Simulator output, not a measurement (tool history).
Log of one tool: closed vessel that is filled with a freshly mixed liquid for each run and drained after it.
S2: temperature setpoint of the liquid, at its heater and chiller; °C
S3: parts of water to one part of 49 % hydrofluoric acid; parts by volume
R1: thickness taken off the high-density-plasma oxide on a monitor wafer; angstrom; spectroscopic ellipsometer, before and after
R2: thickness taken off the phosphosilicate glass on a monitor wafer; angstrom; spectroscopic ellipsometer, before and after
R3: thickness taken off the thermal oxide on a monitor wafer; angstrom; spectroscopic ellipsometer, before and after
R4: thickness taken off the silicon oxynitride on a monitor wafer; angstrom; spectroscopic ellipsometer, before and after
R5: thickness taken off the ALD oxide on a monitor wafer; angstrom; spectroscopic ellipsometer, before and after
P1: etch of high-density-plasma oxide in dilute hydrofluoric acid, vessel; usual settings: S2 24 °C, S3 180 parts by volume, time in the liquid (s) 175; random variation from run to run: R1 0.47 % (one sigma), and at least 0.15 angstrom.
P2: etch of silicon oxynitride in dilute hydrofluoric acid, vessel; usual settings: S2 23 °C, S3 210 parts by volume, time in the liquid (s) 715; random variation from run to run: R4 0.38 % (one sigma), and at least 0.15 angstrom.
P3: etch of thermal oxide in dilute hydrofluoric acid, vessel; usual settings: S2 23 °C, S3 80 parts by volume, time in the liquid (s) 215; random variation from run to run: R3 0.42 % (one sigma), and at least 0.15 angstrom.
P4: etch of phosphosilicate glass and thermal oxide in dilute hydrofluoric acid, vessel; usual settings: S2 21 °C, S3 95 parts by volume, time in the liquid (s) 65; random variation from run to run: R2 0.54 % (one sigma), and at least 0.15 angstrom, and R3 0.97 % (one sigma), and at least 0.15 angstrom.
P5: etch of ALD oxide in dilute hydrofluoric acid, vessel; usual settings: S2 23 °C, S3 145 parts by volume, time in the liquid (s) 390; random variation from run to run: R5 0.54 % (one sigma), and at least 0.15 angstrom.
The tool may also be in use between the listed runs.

run 1 hour=4.9 | process_that_ran=P1 S2=24 S3=180 time_in_the_liquid_(s)=175 | R1=67.346
run 2 hour=8.5 | process_that_ran=P4 S2=21 S3=130 time_in_the_liquid_(s)=65 | R2=359.54 R3=20.805
run 3 hour=14.6 | process_that_ran=P1 S2=24 S3=180 time_in_the_liquid_(s)=175 | R1=67.384
run 4 hour=19.8 | process_that_ran=P1 S2=17 S3=180 time_in_the_liquid_(s)=175 | R1=51.476
run 5 hour=26 | process_that_ran=P1 S2=24 S3=320 time_in_the_liquid_(s)=175 | R1=33.096
run 6 hour=29.6 | process_that_ran=P2 S2=23 S3=210 time_in_the_liquid_(s)=715 | R4=136.09
run 7 hour=35.9 | process_that_ran=P3 S2=23 S3=80 time_in_the_liquid_(s)=430 | R3=256.49
run 8 hour=43.6 | process_that_ran=P5 S2=30 S3=145 time_in_the_liquid_(s)=390 | R5=530.88
run 9 hour=47 | process_that_ran=P3 S2=23 S3=130 time_in_the_liquid_(s)=215 | R3=74.749
run 10 hour=54.7 | process_that_ran=P5 S2=23 S3=145 time_in_the_liquid_(s)=190 | R5=197.01
run 11 hour=59.8 | process_that_ran=P1 S2=29 S3=180 time_in_the_liquid_(s)=175 | R1=80.824
run 12 hour=66.3 | process_that_ran=P1 S2=24 S3=180 time_in_the_liquid_(s)=175 | R1=67.249
run 13 hour=71.8 | process_that_ran=P3 S2=23 S3=80 time_in_the_liquid_(s)=215 | R3=127.94
run 14 hour=76.4 | process_that_ran=P1 S2=31 S3=250 time_in_the_liquid_(s)=175 | R1=57.083
run 15 hour=81.3 | process_that_ran=P1 S2=24 S3=180 time_in_the_liquid_(s)=175 | R1=67.049
run 16 hour=85.9 | process_that_ran=P1 S2=24 S3=180 time_in_the_liquid_(s)=345 | R1=132.45
run 17 hour=89.8 | process_that_ran=P5 S2=23 S3=210 time_in_the_liquid_(s)=390 | R5=262.42
run 18 hour=94.8 | process_that_ran=P2 S2=23 S3=40 time_in_the_liquid_(s)=715 | R4=819.2
run 19 hour=99.9 | process_that_ran=P3 S2=23 S3=80 time_in_the_liquid_(s)=215 | R3=127.91
run 20 hour=105.2 | process_that_ran=P4 S2=21 S3=95 time_in_the_liquid_(s)=125 | R2=989.21 R3=57.689
run 21 hour=110 | process_that_ran=P4 S2=17 S3=95 time_in_the_liquid_(s)=65 | R2=436.11 R3=25.32
run 22 hour=115.6 | process_that_ran=P4 S2=21 S3=95 time_in_the_liquid_(s)=65 | R2=514.32 R3=29.408
run 23 hour=120.1 | process_that_ran=P3 S2=30.5 S3=80 time_in_the_liquid_(s)=215 | R3=172.7
run 24 hour=125.1 | process_that_ran=P2 S2=19 S3=210 time_in_the_liquid_(s)=715 | R4=112.91
run 25 hour=132.7 | process_that_ran=P1 S2=24 S3=180 time_in_the_liquid_(s)=100 | R1=38.276
run 26 hour=137.5 | process_that_ran=P5 S2=23 S3=145 time_in_the_liquid_(s)=390 | R5=403
run 27 hour=145.3 | process_that_ran=P1 S2=24 S3=105 time_in_the_liquid_(s)=175 | R1=125.91
run 28 hour=152.4 | process_that_ran=P2 S2=23 S3=210 time_in_the_liquid_(s)=1320 | R4=252.12
run 29 hour=159.5 | process_that_ran=P1 S2=24 S3=180 time_in_the_liquid_(s)=175 | R1=67.515
run 30 hour=165 | process_that_ran=P1 S2=24 S3=180 time_in_the_liquid_(s)=175 | R1=68.489
run 31 hour=170.6 | process_that_ran=P1 S2=24 S3=180 time_in_the_liquid_(s)=175 | R1=70.889
run 32 hour=177.5 | process_that_ran=P1 S2=24 S3=180 time_in_the_liquid_(s)=175 | R1=70.931
run 33 hour=183.4 | process_that_ran=P1 S2=24 S3=180 time_in_the_liquid_(s)=175 | R1=71.715
run 34 hour=187.3 | process_that_ran=P1 S2=24 S3=180 time_in_the_liquid_(s)=175 | R1=72.944
run 35 hour=194.9 | process_that_ran=P1 S2=24 S3=180 time_in_the_liquid_(s)=175 | R1=72.248
run 36 hour=201.9 | process_that_ran=P1 S2=24 S3=180 time_in_the_liquid_(s)=175 | R1=72.939
run 37 hour=206.2 | process_that_ran=P1 S2=24 S3=180 time_in_the_liquid_(s)=175 | R1=73.929
run 38 hour=212.6 | process_that_ran=P1 S2=24 S3=180 time_in_the_liquid_(s)=175 | R1=73.752
run 39 hour=216 | process_that_ran=P1 S2=24 S3=180 time_in_the_liquid_(s)=175 | R1=73.133
run 40 hour=219.7 | process_that_ran=P1 S2=24 S3=180 time_in_the_liquid_(s)=175 | R1=73.244

What P1 gives has crept away from where it was. These 2 causes fit the log equally well, each at the size given:
A: hydrofluoric acid flow above the setpoint (%) = 7.46
B: liquid hotter than its thermometer reads (K) = 2.33
The creep began at about hour 159.5.

4 check runs are offered, one wafer each, their results left as question marks. Which one tells the causes apart?
run check 1 hour=223.4 | process_that_ran=P3 S2=28 S3=80 time_in_the_liquid_(s)=415 | R3=?
run check 2 hour=223.4 | process_that_ran=P5 S2=23 S3=195 time_in_the_liquid_(s)=390 | R5=?
run check 3 hour=223.4 | process_that_ran=P4 S2=21 S3=125 time_in_the_liquid_(s)=120 | R2=? R3=?
run check 4 hour=223.4 | process_that_ran=P2 S2=23 S3=50 time_in_the_liquid_(s)=1275 | R4=?

What each check would give under each cause:
check=check_1 result=R3 if_A=326.86 if_B=330.12
check=check_2 result=R5 if_A=313.8 if_B=313.76
check=check_3 result=R2 if_A=756.71 if_B=764.83
check=check_3 result=R3 if_A=43.955 if_B=44.426
check=check_4 result=R4 if_A=1244.9 if_B=1294.3
How far apart the two closest causes lie, in the result that separates them most: check 1 0.99 %; check 2 0.01 %; check 3 1.07 %; check 4 3.89 %
Only check 4 tells the causes apart: in the others they would give nearly the same result.

Then check 4 was run and gave: R4 1295.7 angstrom. Which cause is it?

It is B: liquid hotter than its thermometer reads (K).

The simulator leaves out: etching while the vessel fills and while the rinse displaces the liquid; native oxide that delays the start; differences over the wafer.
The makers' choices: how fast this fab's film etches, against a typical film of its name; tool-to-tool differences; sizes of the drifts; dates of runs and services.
